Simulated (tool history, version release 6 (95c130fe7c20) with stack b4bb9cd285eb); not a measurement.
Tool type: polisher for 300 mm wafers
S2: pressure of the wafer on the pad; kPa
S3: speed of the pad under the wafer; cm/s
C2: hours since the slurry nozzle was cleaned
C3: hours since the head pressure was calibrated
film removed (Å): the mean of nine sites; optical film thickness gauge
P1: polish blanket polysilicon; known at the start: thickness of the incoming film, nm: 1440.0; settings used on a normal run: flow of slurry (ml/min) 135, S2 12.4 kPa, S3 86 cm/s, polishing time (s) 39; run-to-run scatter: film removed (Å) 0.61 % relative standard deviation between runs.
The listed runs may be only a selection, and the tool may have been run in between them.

Run 1, hour 10.5: flow of slurry (ml/min) 135, S2 12.4 kPa, S3 86 cm/s, polishing time (s) 39; wafers polished on this pad 305; C2 192.4; C3 286.1. Result: film removed (Å) 1841.6.
Run 2, hour 18.7: flow of slurry (ml/min) 135, S2 12.4 kPa, S3 86 cm/s, polishing time (s) 39; wafers polished on this pad 368; C2 200.6; C3 294.3. Result: film removed (Å) 1826.7.
Run 3, hour 29.6: flow of slurry (ml/min) 135, S2 12.4 kPa, S3 86 cm/s, polishing time (s) 39; wafers polished on this pad 453; C2 211.5; C3 305.2. Result: film removed (Å) 1829.6.
Run 4, hour 39.7: flow of slurry (ml/min) 135, S2 12.4 kPa, S3 86 cm/s, polishing time (s) 59; wafers polished on this pad 531; C2 221.6; C3 315.3. Result: film removed (Å) 2753.5.
Run 5, hour 51.5: flow of slurry (ml/min) 135, S2 18.6 kPa, S3 86 cm/s, polishing time (s) 39; wafers polished on this pad 623; C2 233.4; C3 327.1. Result: film removed (Å) 2729.4.
Run 6, hour 60.8: flow of slurry (ml/min) 205, S2 12.4 kPa, S3 86 cm/s, polishing time (s) 39; wafers polished on this pad 695; C2 242.7; C3 336.4. Result: film removed (Å) 1945.7.
Run 7, hour 70.9: flow of slurry (ml/min) 135, S2 12.4 kPa, S3 62 cm/s, polishing time (s) 39; wafers polished on this pad 773; C2 252.8; C3 346.5. Result: film removed (Å) 1303.1.
Run 8, hour 82.7: flow of slurry (ml/min) 135, S2 12.4 kPa, S3 86 cm/s, polishing time (s) 39; wafers polished on this pad 865; C2 264.6; C3 358.3. Result: film removed (Å) 1816.5.
Run 9, hour 88.7: flow of slurry (ml/min) 80, S2 12.4 kPa, S3 86 cm/s, polishing time (s) 39; wafers polished on this pad 911; C2 270.6; C3 364.3. Result: film removed (Å) 1627.5.
Run 10, hour 97.6: flow of slurry (ml/min) 135, S2 7.6 kPa, S3 86 cm/s, polishing time (s) 39; wafers polished on this pad 980; C2 279.5; C3 373.2. Result: film removed (Å) 1114.
Run 11, hour 109.3: flow of slurry (ml/min) 170, S2 12.4 kPa, S3 118 cm/s, polishing time (s) 39; wafers polished on this pad 1071; C2 291.2; C3 384.9. Result: film removed (Å) 2581.3.
Run 12, hour 115.2: flow of slurry (ml/min) 135, S2 12.4 kPa, S3 86 cm/s, polishing time (s) 39; wafers polished on this pad 1117; C2 297.1; C3 390.8. Result: film removed (Å) 1829.6.
Run 13, hour 122.4: flow of slurry (ml/min) 135, S2 12.4 kPa, S3 136 cm/s, polishing time (s) 39; wafers polished on this pad 1172; C2 304.3; C3 398. Result: film removed (Å) 2870.6.
Run 14, hour 132.2: flow of slurry (ml/min) 135, S2 12.4 kPa, S3 86 cm/s, polishing time (s) 39; wafers polished on this pad 1248; C2 314.1; C3 407.8. Result: film removed (Å) 1833.3.
Run 15, hour 142.1: flow of slurry (ml/min) 135, S2 12.4 kPa, S3 86 cm/s, polishing time (s) 23; wafers polished on this pad 1325; C2 324; C3 417.7. Result: film removed (Å) 1087.1.
Run 16, hour 147.8: flow of slurry (ml/min) 135, S2 12.4 kPa, S3 86 cm/s, polishing time (s) 39; wafers polished on this pad 1369; C2 329.7; C3 423.4. Result: film removed (Å) 1827.7.
Run 17, hour 159.7: flow of slurry (ml/min) 135, S2 12.4 kPa, S3 86 cm/s, polishing time (s) 39; wafers polished on this pad 1462; C2 341.6; C3 435.3. Result: film removed (Å) 1767.1.
Run 18, hour 167.9: flow of slurry (ml/min) 135, S2 12.4 kPa, S3 86 cm/s, polishing time (s) 39; wafers polished on this pad 1525; C2 349.8; C3 443.5. Result: film removed (Å) 1762.5.
Run 19, hour 179: flow of slurry (ml/min) 135, S2 12.4 kPa, S3 86 cm/s, polishing time (s) 39; wafers polished on this pad 1611; C2 360.9; C3 454.6. Result: film removed (Å) 1708.3.
Run 20, hour 187.9: flow of slurry (ml/min) 135, S2 12.4 kPa, S3 86 cm/s, polishing time (s) 39; wafers polished on this pad 1680; C2 369.8; C3 463.5. Result: film removed (Å) 1695.4.
Run 21, hour 199.6: flow of slurry (ml/min) 135, S2 12.4 kPa, S3 86 cm/s, polishing time (s) 39; wafers polished on this pad 1771; C2 381.5; C3 475.2. Result: film removed (Å) 1675.4.
Run 22, hour 210.9: flow of slurry (ml/min) 135, S2 12.4 kPa, S3 86 cm/s, polishing time (s) 39; wafers polished on this pad 1859; C2 392.8; C3 486.5. Result: film removed (Å) 1647.8.
At hour 212.8: head pressure recalibrated.
Run 23, hour 221.5: flow of slurry (ml/min) 135, S2 12.4 kPa, S3 86 cm/s, polishing time (s) 39; wafers polished on this pad 1941; C2 403.4; C3 8.7. Result: film removed (Å) 1630.1.
Run 24, hour 230.5: flow of slurry (ml/min) 135, S2 12.4 kPa, S3 86 cm/s, polishing time (s) 39; wafers polished on this pad 2011; C2 412.4; C3 17.7. Result: film removed (Å) 1649.5.
Run 25, hour 242.5: flow of slurry (ml/min) 135, S2 12.4 kPa, S3 86 cm/s, polishing time (s) 39; wafers polished on this pad 2104; C2 424.4; C3 29.7. Result: film removed (Å) 1639.5.
Run 26, hour 254: flow of slurry (ml/min) 135, S2 12.4 kPa, S3 86 cm/s, polishing time (s) 39; wafers polished on this pad 2193; C2 435.9; C3 41.2. Result: film removed (Å) 1635.7.
Run 27, hour 266.4: flow of slurry (ml/min) 135, S2 12.4 kPa, S3 86 cm/s, polishing time (s) 39; wafers polished on this pad 2289; C2 448.3; C3 53.6. Result: film removed (Å) 1613.4.

P1 has crept away from where it was. The log is fitted equally well by each of these 2 causes, at the sizes shown:
A: slurry flow missing at the pad, % = 38.3
B: removal rate lost through wear of the pad, % = 10.9
Onset of the creep was near hour 147.8.
Excluded causes, each with its reason:
head's pressure below its setpoint, %: serviced at hour 212.8, after the change had begun; the process did not return to its earlier output

Which of the check runs below tells the causes apart, meaning the causes would give it clearly different results? Each run uses 3 wafers whose results are averaged, and each result is shown as a question mark.
Run check 1, hour 278.8: flow of slurry (ml/min) 135, S2 17.2 kPa, S3 86 cm/s, polishing time (s) 23. Result: film removed (Å) ?.
Run check 2, hour 278.8: flow of slurry (ml/min) 135, S2 8.3 kPa, S3 86 cm/s, polishing time (s) 39. Result: film removed (Å) ?.
Run check 3, hour 278.8: flow of slurry (ml/min) 180, S2 12.4 kPa, S3 64 cm/s, polishing time (s) 39. Result: film removed (Å) ?.
Run check 4, hour 278.8: flow of slurry (ml/min) 135, S2 15.9 kPa, S3 86 cm/s, polishing time (s) 39. Result: film removed (Å) ?.

What every check run would give for each of its results, assuming each possible cause in turn:
  check            result    if A    if B
check 1  film removed (Å)    1332    1332
check 2  film removed (Å)  1084.1  1084.1
check 3  film removed (Å)  1303.9    1270
check 4  film removed (Å)    2078  2077.9
Distance between the nearest two causes, measured in the result of the check that separates them most: check 1 0 %; check 2 0 %; check 3 2.64 %; check 4 0 %
Only in check 3 would the causes give clearly different results; in the remaining checks their results would be nearly the same.

With check 3 done, the readings were: film removed (Å) 1305.3. Identify which of the listed causes applies.

The correct cause is A, namely: slurry flow missing at the pad, %.

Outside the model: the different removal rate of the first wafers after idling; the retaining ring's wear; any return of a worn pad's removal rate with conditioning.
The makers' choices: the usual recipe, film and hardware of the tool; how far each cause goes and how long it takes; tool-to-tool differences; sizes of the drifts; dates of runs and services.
